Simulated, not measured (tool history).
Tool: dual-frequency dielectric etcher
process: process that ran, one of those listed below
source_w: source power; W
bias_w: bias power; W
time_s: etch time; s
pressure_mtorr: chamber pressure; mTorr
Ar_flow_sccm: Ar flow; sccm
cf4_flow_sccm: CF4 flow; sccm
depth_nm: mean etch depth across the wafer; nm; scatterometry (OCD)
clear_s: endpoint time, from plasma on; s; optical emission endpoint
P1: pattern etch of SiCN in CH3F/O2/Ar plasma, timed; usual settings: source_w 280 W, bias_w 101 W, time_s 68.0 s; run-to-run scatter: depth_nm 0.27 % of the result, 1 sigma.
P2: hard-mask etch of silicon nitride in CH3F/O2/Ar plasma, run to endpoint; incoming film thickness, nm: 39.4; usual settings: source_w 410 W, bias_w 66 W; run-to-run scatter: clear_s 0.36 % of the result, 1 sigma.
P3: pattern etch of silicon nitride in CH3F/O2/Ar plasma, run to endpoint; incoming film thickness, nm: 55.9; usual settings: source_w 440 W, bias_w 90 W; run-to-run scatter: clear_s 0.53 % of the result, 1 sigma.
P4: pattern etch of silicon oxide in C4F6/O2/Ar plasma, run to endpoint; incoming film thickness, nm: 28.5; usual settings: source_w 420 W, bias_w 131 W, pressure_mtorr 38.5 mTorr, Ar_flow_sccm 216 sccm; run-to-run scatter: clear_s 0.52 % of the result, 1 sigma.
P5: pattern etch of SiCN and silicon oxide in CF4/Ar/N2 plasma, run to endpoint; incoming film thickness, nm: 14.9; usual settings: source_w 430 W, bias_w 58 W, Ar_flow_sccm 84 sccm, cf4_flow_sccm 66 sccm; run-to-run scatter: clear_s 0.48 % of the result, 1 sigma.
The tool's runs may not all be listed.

run   hour  process  source_w  bias_w  time_s  pressure_mtorr  Ar_flow_sccm  cf4_flow_sccm  hours since the last wet clean  hours since the last source power generator calibration  hours since the last bias power generator calibration  depth_nm  clear_s
  1    5.4       P1       280     101    68.0                                                                        217.1                                                   1275.2                                                 2366.2    25.858
  2   11.6       P2       410      66                                                                                223.3                                                   1281.4                                                 2372.4            57.5830
  3   19.5       P4       420      97                    38.5           216                                          231.2                                                   1289.3                                                 2380.3            10.2090
  4   27.7       P5       430      58                                    84             83                           239.4                                                   1297.5                                                 2388.5            18.3440
  5   34.5       P1       280     101    68.0                                                                        246.2                                                   1304.3                                                 2395.3    25.734
  6   40.6       P4       510     131                    38.5           216                                          252.3                                                   1310.4                                                 2401.4             8.5726
  7   47.4       P1       280     101    68.0                                                                        259.1                                                   1317.2                                                 2408.2    25.792
  8   55.0       P4       420     131                    38.5           302                                          266.7                                                   1324.8                                                 2415.8             9.6992
  9   64.2       P1       280     101    68.0                                                                        275.9                                                   1334.0                                                 2425.0    25.856
 10   71.8       P1       280     101    68.0                                                                        283.5                                                   1341.6                                                 2432.6    25.751
 11   78.3       P4       420     131                    52.5           216                                          290.0                                                   1348.1                                                 2439.1             9.6486
 12   84.5       P3       440      63                                                                                296.2                                                   1354.3                                                 2445.3            82.0450
 13   89.6       P4       420     131                    38.5           216                                          301.3                                                   1359.4                                                 2450.4             9.3552
 14   97.3       P1       190     101    83.5                                                                        309.0                                                   1367.1                                                 2458.1    27.483
 15  103.5       P1       280     120    68.0                                                                        315.2                                                   1373.3                                                 2464.3    27.604
 16  108.2       P1       280     101    37.5                                                                        319.9                                                   1378.0                                                 2469.0    14.150
 17  115.6       P5       430      58                                    84             66                           327.3                                                   1385.4                                                 2476.4            18.9270
 18  123.7       P2       410      66                                                                                335.4                                                   1393.5                                                 2484.5            57.5580
 19  131.1       P3       260      90                                                                                342.8                                                   1400.9                                                 2491.9            89.2730
 20  140.3       P5       430      58                                    84             66                           352.0                                                   1410.1                                                 2501.1            18.8420
 21  148.3       P2       410      93                                                                                360.0                                                   1418.1                                                 2509.1            50.4940
 22  153.5       P1       280      68    68.0                                                                        365.2                                                   1423.3                                                 2514.3    22.173
 23  162.0       P1       200     101    68.0                                                                        373.7                                                   1431.8                                                 2522.8    22.673
 24  170.5       P1       280     101    68.0                                                                        382.2                                                   1440.3                                                 2531.3    25.760
 25  177.5       P2       580      66                                                                                389.2                                                   1447.3                                                 2538.3            50.1530
 26  185.8       P1       280     101    68.0                                                                        397.5                                                   1455.6                                                 2546.6    25.702
 27  190.2       P1       330     101    68.0                                                                        401.9                                                   1460.0                                                 2551.0    27.494
 28  197.9       P4       420     131                    38.5           216                                          409.6                                                   1467.7                                                 2558.7             9.3397
 29  202.6       P5       250      58                                    84             66                           414.3                                                   1472.4                                                 2563.4            30.2200
 30  208.3       P5       430      58                                    54             66                           420.0                                                   1478.1                                                 2569.1            17.6980
 31  217.5       P5       430      77                                    84             66                           429.2                                                   1487.3                                                 2578.3            17.2990
 32  221.7       P3       440      90                                                                                433.4                                                   1491.5                                                 2582.5            72.8010
 33  226.1       P1       280     101    88.0                                                                        437.8                                                   1495.9                                                 2586.9    33.325
 34  235.0       P1       280     101    68.0                                                                        446.7                                                   1504.8                                                 2595.8    25.601

Forecast run 35:
 35  243.7       P1       280     101    68.0                                                                        455.4                                                   1513.5                                                 2604.5         ?

Run 35 gave depth_nm 25.914 nm.
